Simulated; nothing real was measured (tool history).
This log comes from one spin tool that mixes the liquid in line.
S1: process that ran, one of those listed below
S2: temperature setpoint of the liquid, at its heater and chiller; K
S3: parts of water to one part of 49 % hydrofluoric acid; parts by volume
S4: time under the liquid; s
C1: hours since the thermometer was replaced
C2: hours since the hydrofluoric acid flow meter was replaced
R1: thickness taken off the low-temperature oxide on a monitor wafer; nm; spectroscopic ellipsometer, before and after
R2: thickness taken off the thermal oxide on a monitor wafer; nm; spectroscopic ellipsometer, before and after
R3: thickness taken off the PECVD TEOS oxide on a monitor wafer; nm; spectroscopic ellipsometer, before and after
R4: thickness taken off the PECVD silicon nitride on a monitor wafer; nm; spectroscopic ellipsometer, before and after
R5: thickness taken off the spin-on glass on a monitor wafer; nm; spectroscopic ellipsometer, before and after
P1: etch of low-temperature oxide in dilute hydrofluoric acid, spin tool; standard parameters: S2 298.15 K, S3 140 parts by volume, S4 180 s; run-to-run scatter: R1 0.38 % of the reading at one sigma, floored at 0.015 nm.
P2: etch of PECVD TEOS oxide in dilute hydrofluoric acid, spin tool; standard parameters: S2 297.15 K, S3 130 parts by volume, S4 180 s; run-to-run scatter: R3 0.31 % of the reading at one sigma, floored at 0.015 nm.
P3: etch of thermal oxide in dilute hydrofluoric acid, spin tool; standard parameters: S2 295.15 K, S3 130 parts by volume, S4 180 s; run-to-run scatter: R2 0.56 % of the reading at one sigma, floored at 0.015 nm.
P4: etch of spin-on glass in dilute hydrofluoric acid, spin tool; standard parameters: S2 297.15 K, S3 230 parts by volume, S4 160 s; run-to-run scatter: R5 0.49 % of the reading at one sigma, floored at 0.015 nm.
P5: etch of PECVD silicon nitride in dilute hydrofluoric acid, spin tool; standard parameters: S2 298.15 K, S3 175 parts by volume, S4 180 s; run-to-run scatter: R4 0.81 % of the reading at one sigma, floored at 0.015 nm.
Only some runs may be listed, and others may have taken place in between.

run	hour	S1	S2	S3	S4	C1	C2	R1	R2	R3	R4	R5
1	10.8	P1	298.15	140	180	135.6	1186.4	15.33				
2	20.5	P3	295.15	130	180	145.3	1196.1		6.4527			
3	29.7	P1	302.65	140	180	154.5	1205.3	18.103				
4	40.7	P3	295.15	130	320	165.5	1216.3		11.455			
5	55.3	P2	297.15	130	180	180.1	1230.9			23.993		
6	66.3	P5	298.15	175	180	191.1	1241.9				3.0848	
7	83.5	P2	297.15	130	180	208.3	1259.1			24.092		
8	94.8	P4	290.15	230	160	219.6	1270.4					14.758
9	103.3	P1	291.65	140	180	228.1	1278.9	11.875				
10	119.1	P2	297.15	30	180	243.9	1294.7			118.53		
11	137.5	P1	298.15	140	180	262.3	1313.1	15.258				
12	148.8	P4	297.15	340	160	273.6	1324.4					11.709
13	162.1	P1	298.15	250	180	286.9	1337.7	7.6224				
14	177.7	P2	303.65	130	180	302.5	1353.3			31.009		
15	192.5	P4	297.15	230	160	317.3	1368.1					19.429
16	202.6	P2	297.15	130	85	327.4	1378.2			11.399		
17	215.3	P3	300.15	130	180	340.1	1390.9		7.7193			
18	233	P1	298.15	140	25	357.8	1408.6	2.1371				
19	244.9	P1	304.15	230	180	369.7	1420.5	10.407				
20	258.6	P5	298.15	265	180	383.4	1434.2				2.0339	
21	274.3	P1	298.15	60	280	399.1	1449.9	61.499				
22	288.1	P4	297.15	230	295	412.9	1463.7					35.639
23	297.4	P3	295.15	130	180	422.2	1473		6.369			
24	306.8	P3	295.15	210	180	431.6	1482.4		3.6786			
25	318.5	P1	298.15	65	180	443.3	1494.1	36.378				
26	328.1	P1	303.15	225	180	452.9	1503.7	10.298				
27	337.7	P1	298.15	140	180	462.5	1513.3	15.444				
28	352.4	P1	298.15	140	180	477.2	1528	15.357				
29	370.9	P5	298.15	175	50	495.7	1546.5				0.85901	
30	383.3	P5	293.15	175	180	508.1	1558.9				2.2133	
31	394.4	P1	298.15	140	325	519.2	1570	27.878				
32	407.4	P4	297.15	230	160	532.2	1583					19.347
33	418.7	P1	298.15	140	180	543.5	1594.3	15.366				
34	427.2	P1	298.15	140	180	552	1602.8	15.358				
35	443.8	P1	298.15	140	180	568.6	1619.4	14.989				
36	460	P1	298.15	140	180	584.8	1635.6	14.706				
37	473.7	P1	298.15	140	180	598.5	1649.3	14.639				
38	485.2	P1	298.15	140	180	610	1660.8	14.499				
39	494.5	P1	298.15	140	180	619.3	1670.1	14.565				
40	513.3	P1	298.15	140	180	638.1	1688.9	14.5				
41	525.8	P1	298.15	140	180	650.6	1701.4	14.428				

The log shows P1 creeping away from where it was. Any of the 2 causes listed here, at the size stated for it, fits the log just as well as the others:
A: hydrofluoric acid flow below the setpoint (%) = 4.98
B: liquid colder than its thermometer reads (K) = 1.56
The drift started at roughly hour 427.2.

The 4 check runs listed below each average the results of 2 wafers, and their outcomes are marked with question marks. Under which run would the listed causes produce clearly different results?
check 1	538.3	P5	298.15	175	180						?	
check 2	538.3	P3	295.15	130	180				?			
check 3	538.3	P4	297.15	230	160							?
check 4	538.3	P2	297.15	130	180					?		

How each check would come out, cause by cause:
check	result	if A	if B
check 1	R4	2.9354	2.796
check 2	R2	6.04	6.019
check 3	R5	18.125	18.242
check 4	R3	22.736	22.692
Gap, in per cent, between the two causes that each check separates least, read from the result that separates them most: check 1 4.86 %; check 2 0.35 %; check 3 0.65 %; check 4 0.19 %
Check 1 distinguishes between the causes, while the remaining checks would return nearly the same result for all of them.

With check 1 done, the readings were: R4 2.7853 nm. Identify which of the listed causes applies.

The correct cause is B, namely: liquid colder than its thermometer reads (K).

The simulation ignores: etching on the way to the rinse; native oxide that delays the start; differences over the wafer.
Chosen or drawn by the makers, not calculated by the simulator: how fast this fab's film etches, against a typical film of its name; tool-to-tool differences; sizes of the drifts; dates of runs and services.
